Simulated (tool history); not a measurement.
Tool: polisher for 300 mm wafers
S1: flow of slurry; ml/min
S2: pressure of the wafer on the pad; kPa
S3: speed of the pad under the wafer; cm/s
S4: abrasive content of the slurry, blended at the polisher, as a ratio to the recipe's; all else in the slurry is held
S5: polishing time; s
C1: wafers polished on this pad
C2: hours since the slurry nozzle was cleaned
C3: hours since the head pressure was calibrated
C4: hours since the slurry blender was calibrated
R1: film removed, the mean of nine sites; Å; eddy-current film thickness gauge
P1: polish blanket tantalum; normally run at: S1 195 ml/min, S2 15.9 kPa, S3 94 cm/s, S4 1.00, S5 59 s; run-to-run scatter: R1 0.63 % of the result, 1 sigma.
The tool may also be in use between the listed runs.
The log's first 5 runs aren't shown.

run	hour	S1	S2	S3	S4	S5	C1	C2	C3	C4	R1
6	44.6	310	15.9	94	1.00	59	547	193.2	264.2	154.8	1306.50
7	55.8	195	15.9	94	1.00	59	646	204.4	275.4	166.0	1243.50
8	61.1	195	15.9	94	1.35	59	692	209.7	280.7	171.3	1357.90
9	66.3	195	15.9	94	1.00	59	738	214.9	285.9	176.5	1259.10
10	74.9	195	15.9	94	1.00	59	814	223.5	294.5	185.1	1252.50
11	85.4	195	15.9	46	1.00	59	906	234.0	305.0	195.6	605.64
12	93.2	195	15.9	94	1.00	59	975	241.8	312.8	203.4	1258.90
13	99.8	195	15.9	94	1.00	40	1033	248.4	319.4	210.0	840.04
14	107.6	195	11.7	94	1.00	59	1102	256.2	327.2	217.8	915.34
15	115.9	195	15.9	94	1.00	59	1175	264.5	335.5	226.1	1252.30
16	123.3	195	20.7	94	1.00	59	1240	271.9	342.9	233.5	1620.90
17	128.9	195	15.9	94	1.00	59	1289	277.5	348.5	239.1	1248.60
18	139.4	195	15.9	94	0.65	82	1381	288.0	359.0	249.6	1516.60
19	150.7	195	15.9	94	1.00	59	1481	299.3	370.3	260.9	1255.30
20	162.1	195	15.9	94	1.00	59	1581	310.7	381.7	272.3	1212.40
21	169.1	195	15.9	94	1.00	59	1643	317.7	388.7	279.3	1203.50
22	179.9	195	15.9	94	1.00	59	1738	328.5	399.5	290.1	1181.20
23	185.1	195	15.9	94	1.00	59	1783	333.7	404.7	295.3	1162.60
24	196.5	195	15.9	94	1.00	59	1884	345.1	416.1	306.7	1175.00
# hour 197.5: worn pad replaced by a new one
25	207.1	195	15.9	94	1.00	59	84	355.7	426.7	317.3	1163.30
# hour 214.4: slurry blender recalibrated
26	218.4	195	15.9	94	1.00	59	184	367.0	438.0	4.0	1168.80
27	223.6	195	15.9	94	1.00	59	230	372.2	443.2	9.2	1156.60
28	233.9	195	15.9	94	1.00	59	320	382.5	453.5	19.5	1163.70
29	240.3	195	15.9	94	1.00	59	377	388.9	459.9	25.9	1170.50

The next listed run, before its measurement:
30	249.4	195	15.9	94	1.00	59	457	398.0	469.0	35.0	?

{"run 30": {"R1": 1157.4}}
